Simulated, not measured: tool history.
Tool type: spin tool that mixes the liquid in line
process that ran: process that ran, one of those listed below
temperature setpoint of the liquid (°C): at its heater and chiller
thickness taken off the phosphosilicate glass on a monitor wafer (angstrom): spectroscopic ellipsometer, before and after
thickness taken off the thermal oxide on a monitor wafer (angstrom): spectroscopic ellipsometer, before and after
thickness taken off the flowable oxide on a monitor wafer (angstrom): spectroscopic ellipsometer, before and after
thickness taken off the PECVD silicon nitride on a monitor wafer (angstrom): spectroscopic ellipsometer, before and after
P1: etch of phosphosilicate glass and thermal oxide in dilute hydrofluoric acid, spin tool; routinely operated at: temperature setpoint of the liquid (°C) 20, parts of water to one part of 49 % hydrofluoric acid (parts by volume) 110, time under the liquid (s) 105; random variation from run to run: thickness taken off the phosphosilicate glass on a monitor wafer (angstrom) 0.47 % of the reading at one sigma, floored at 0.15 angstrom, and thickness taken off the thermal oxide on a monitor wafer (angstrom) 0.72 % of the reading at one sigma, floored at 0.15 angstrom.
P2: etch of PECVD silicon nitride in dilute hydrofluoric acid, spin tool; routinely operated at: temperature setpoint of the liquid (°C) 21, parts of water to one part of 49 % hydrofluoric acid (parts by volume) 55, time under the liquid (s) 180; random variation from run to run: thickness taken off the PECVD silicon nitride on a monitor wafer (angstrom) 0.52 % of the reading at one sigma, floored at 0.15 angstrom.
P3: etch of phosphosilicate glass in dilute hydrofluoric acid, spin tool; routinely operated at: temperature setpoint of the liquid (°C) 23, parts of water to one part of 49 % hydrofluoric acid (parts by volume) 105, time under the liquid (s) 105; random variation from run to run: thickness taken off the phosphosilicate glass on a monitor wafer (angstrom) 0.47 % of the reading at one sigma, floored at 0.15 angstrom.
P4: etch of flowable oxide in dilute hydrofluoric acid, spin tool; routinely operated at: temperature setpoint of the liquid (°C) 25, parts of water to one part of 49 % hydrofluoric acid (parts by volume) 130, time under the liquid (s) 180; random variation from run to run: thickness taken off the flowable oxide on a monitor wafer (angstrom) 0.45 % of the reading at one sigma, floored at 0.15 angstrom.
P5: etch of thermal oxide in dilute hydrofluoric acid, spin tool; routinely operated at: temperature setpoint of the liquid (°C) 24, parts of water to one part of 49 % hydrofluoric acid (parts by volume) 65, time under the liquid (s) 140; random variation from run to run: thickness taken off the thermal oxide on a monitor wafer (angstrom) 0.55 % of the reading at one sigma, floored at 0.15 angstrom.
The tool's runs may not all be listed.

run,hour,process that ran,temperature setpoint of the liquid (°C),parts of water to one part of 49 % hydrofluoric acid (parts by volume),time under the liquid (s),hours since the thermometer was replaced,hours since the hydrofluoric acid flow meter was replaced,thickness taken off the phosphosilicate glass on a monitor wafer (angstrom),thickness taken off the thermal oxide on a monitor wafer (angstrom),thickness taken off the flowable oxide on a monitor wafer (angstrom),thickness taken off the PECVD silicon nitride on a monitor wafer (angstrom)
1,9.9,P1,20,110,105,864.8,205.5,518.72,37.766,,
2,17.8,P4,25,130,290,872.7,213.4,,,462.12,
3,29.3,P5,24,65,245,884.2,224.9,,186.9,,
4,39.4,P2,21,85,180,894.3,235,,,,71.044
5,46.9,P3,23,105,45,901.8,242.5,244.45,,,
6,57.6,P1,20,55,105,912.5,253.2,1115.4,81.403,,
7,64.4,P3,23,105,105,919.3,260,566.1,,,
8,78,P1,24,110,105,932.9,273.6,611.7,44.573,,
9,92,P4,25,50,180,946.9,287.6,,,832.77,
10,105.2,P3,30.5,105,105,960.1,300.8,751.74,,,
11,115.7,P5,28.5,65,140,970.6,311.3,,127.51,,
12,126.7,P3,23,145,105,981.6,322.3,389.48,,,
# hour 128.8: thermometer replaced
13,137.4,P5,24,65,140,8.6,333,,107.77,,
14,147.7,P1,20,155,105,18.9,343.3,353.43,25.708,,
15,154.2,P2,21,55,30,25.4,349.8,,,,18.356
16,161,P1,20,110,15,32.2,356.6,73.963,5.1955,,
17,172.3,P1,17,110,105,43.5,367.9,457.99,33.879,,
18,182.8,P2,21,55,180,54,378.4,,,,108.21
19,197,P4,31.5,130,180,68.2,392.6,,,368.1,
20,210.9,P2,17,55,180,82.1,406.5,,,,81.508
21,217.7,P4,25,130,180,88.9,413.3,,,288.52,
22,225.5,P5,24,95,140,96.7,421.1,,71.836,,
23,237.3,P1,20,110,105,108.5,432.9,517.59,37.755,,
24,247.3,P1,20,110,105,118.5,442.9,522.08,38.215,,
25,256.8,P1,20,110,105,128,452.4,522.86,38.295,,
26,270.9,P1,17,45,105,142.1,466.5,1202.6,88.817,,
27,284.3,P1,20,110,155,155.5,479.9,769.99,56.287,,
28,293.1,P1,20,110,105,164.3,488.7,517.73,37.921,,
29,305,P1,20,110,105,176.2,500.6,501.77,36.921,,
30,318.8,P1,20,110,105,190,514.4,488.5,35.421,,
31,326.8,P1,20,110,105,198,522.4,482.93,35.017,,
32,340.5,P1,20,110,105,211.7,536.1,482.4,35.617,,
33,350,P1,20,110,105,221.2,545.6,474.39,34.516,,
34,359.2,P1,20,110,105,230.4,554.8,479.05,34.876,,
35,372.6,P1,20,110,105,243.8,568.2,478.15,34.448,,
36,379,P1,20,110,105,250.2,574.6,477.82,35.167,,

P1 has crept away from where it was. The log is fitted equally well by each of these 2 causes, at the sizes shown:
A: hydrofluoric acid flow below the setpoint (%) = 7.51
B: liquid colder than its thermometer reads (K) = 2.14
At approximately hour 293.1, the process output began to creep.

Below are 4 check runs, each on a single wafer, with their results shown as question marks. Which of them would tell the listed causes apart, meaning the causes would give clearly different results under it?
check 1,385.4,P3,23,105,105,,,?,,,
check 2,385.4,P5,24,65,140,,,,?,,
check 3,385.4,P4,25,130,180,,,,,?,
check 4,385.4,P2,21,55,180,,,,,,?

Check results expected under each cause:
check,result,if A,if B
check 1,thickness taken off the phosphosilicate glass on a monitor wafer (angstrom),518.48,519.57
check 2,thickness taken off the thermal oxide on a monitor wafer (angstrom),98.675,98.39
check 3,thickness taken off the flowable oxide on a monitor wafer (angstrom),263.2,265.23
check 4,thickness taken off the PECVD silicon nitride on a monitor wafer (angstrom),100.3,93.314
Per-check spread between the two closest causes, in the result where they differ most: check 1 0.21 %; check 2 0.29 %; check 3 0.77 %; check 4 7.22 %
Only in check 4 would the causes give clearly different results; in the remaining checks their results would be nearly the same.

Then check 4 was run and gave: thickness taken off the PECVD silicon nitride on a monitor wafer (angstrom) 100.91. Which cause is it?

The correct cause is A, namely: hydrofluoric acid flow below the setpoint (%).
